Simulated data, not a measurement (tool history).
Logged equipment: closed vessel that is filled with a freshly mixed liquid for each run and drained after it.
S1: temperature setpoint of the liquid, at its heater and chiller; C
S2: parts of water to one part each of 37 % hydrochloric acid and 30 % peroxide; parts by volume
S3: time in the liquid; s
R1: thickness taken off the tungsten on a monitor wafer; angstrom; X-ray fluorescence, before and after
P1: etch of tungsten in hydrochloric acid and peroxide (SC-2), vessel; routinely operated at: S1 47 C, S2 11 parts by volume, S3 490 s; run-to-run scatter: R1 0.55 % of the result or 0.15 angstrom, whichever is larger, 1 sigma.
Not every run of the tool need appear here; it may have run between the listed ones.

run 1 day=0.221 | S1=47 S2=11 S3=490 | R1=417.03
run 2 day=0.588 | S1=47 S2=4 S3=490 | R1=904.38
-- day=0.675 new drum of peroxide connected
run 3 day=0.971 | S1=47 S2=11 S3=490 | R1=416.52
run 4 day=1.308 | S1=47 S2=18.5 S3=490 | R1=264.11
run 5 day=1.721 | S1=35 S2=11 S3=490 | R1=181.51
run 6 day=2.054 | S1=47 S2=11 S3=490 | R1=414.68
run 7 day=2.538 | S1=47 S2=11 S3=30 | R1=25.367
run 8 day=2.992 | S1=59 S2=5.5 S3=490 | R1=1580.7
run 9 day=3.433 | S1=55 S2=11 S3=490 | R1=715.9
run 10 day=3.942 | S1=47 S2=11 S3=490 | R1=415.48
run 11 day=4.35 | S1=47 S2=11 S3=490 | R1=415.22
run 12 day=4.804 | S1=47 S2=11 S3=490 | R1=417.79
run 13 day=5.1 | S1=47 S2=11 S3=945 | R1=813.72
run 14 day=5.346 | S1=58.5 S2=17 S3=490 | R1=607.91

Forecast run 15:
run 15 day=5.842 | S1=47 S2=11 S3=490 | R1=?

R1: 415.72 angstrom
